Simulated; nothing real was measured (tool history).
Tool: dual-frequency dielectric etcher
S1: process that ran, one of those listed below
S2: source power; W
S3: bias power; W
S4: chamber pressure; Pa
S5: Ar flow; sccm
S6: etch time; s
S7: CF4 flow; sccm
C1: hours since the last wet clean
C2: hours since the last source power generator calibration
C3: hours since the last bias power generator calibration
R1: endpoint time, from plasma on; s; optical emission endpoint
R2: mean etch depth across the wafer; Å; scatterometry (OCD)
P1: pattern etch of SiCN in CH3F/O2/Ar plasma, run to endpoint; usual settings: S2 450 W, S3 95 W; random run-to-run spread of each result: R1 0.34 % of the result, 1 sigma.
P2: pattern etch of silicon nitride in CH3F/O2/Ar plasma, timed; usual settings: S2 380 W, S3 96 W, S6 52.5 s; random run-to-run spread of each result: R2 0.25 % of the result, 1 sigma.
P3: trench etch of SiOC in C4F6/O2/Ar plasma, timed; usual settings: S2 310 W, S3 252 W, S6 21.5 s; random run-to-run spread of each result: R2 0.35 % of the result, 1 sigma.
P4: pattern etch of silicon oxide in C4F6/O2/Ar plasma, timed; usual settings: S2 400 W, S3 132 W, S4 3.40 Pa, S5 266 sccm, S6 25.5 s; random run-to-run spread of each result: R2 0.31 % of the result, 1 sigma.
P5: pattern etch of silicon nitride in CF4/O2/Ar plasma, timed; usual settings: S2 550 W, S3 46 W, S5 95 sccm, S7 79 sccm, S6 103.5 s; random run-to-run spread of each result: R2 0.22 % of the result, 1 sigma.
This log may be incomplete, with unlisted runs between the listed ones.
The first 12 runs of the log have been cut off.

run	hour	S1	S2	S3	S4	S5	S6	S7	C1	C2	C3	R1	R2
13	109.8	P2	380	71			52.5		357.7	2244.5	692.3		347.85
14	117.1	P1	560	95					365.0	2251.8	699.6	23.596	
15	127.8	P1	450	56					375.7	2262.5	710.3	30.752	
16	137.0	P3	310	252			21.5		384.9	2271.7	719.5		451.58
17	146.2	P1	450	95					394.1	2280.9	728.7	25.694	
18	152.1	P4	260	132	3.40	266	25.5		400.0	2286.8	734.6		637.29
19	157.6	P3	410	252			21.5		405.5	2292.3	740.1		501.67
20	164.6	P3	310	252			15.0		412.5	2299.3	747.1		315.78
21	172.3	P5	550	46		95	103.5	79	420.2	2307.0	754.8		1958.30
22	181.7	P1	450	95					429.6	2316.4	764.2	25.562	
23	190.3	P1	450	95					438.2	2325.0	772.8	25.587	
24	198.5	P5	550	46		95	103.5	55	446.4	2333.2	781.0		1863.40
25	209.0	P2	380	96			37.5		456.9	2343.7	791.5		275.44
26	216.8	P4	400	132	4.20	266	25.5		464.7	2351.5	799.3		741.36
27	227.6	P2	380	96			52.5		475.5	2362.3	810.1		385.74
28	235.5	P1	580	71					483.4	2370.2	818.0	25.736	
29	243.8	P1	550	60					491.7	2378.5	826.3	28.091	
30	249.9	P1	450	131					497.8	2384.6	832.4	22.697	
31	260.0	P5	550	30		95	103.5	79	507.9	2394.7	842.5		1684.30
32	269.4	P5	550	46		133	103.5	79	517.3	2404.1	851.9		1873.60
33	277.2	P1	310	95					525.1	2411.9	859.7	29.269	
34	286.4	P4	400	132	3.40	266	25.5		534.3	2421.1	868.9		752.85
35	293.5	P1	450	95					541.4	2428.2	876.0	25.511	
36	302.6	P1	450	95					550.5	2437.3	885.1	25.640	
37	312.2	P1	450	95					560.1	2446.9	894.7	25.764	

Run 38 has not been measured yet. What should we expect?
38	322.4	P1	450	95					570.3	2457.1	904.9	?	

{"run 38": {"R1": 25.883}}
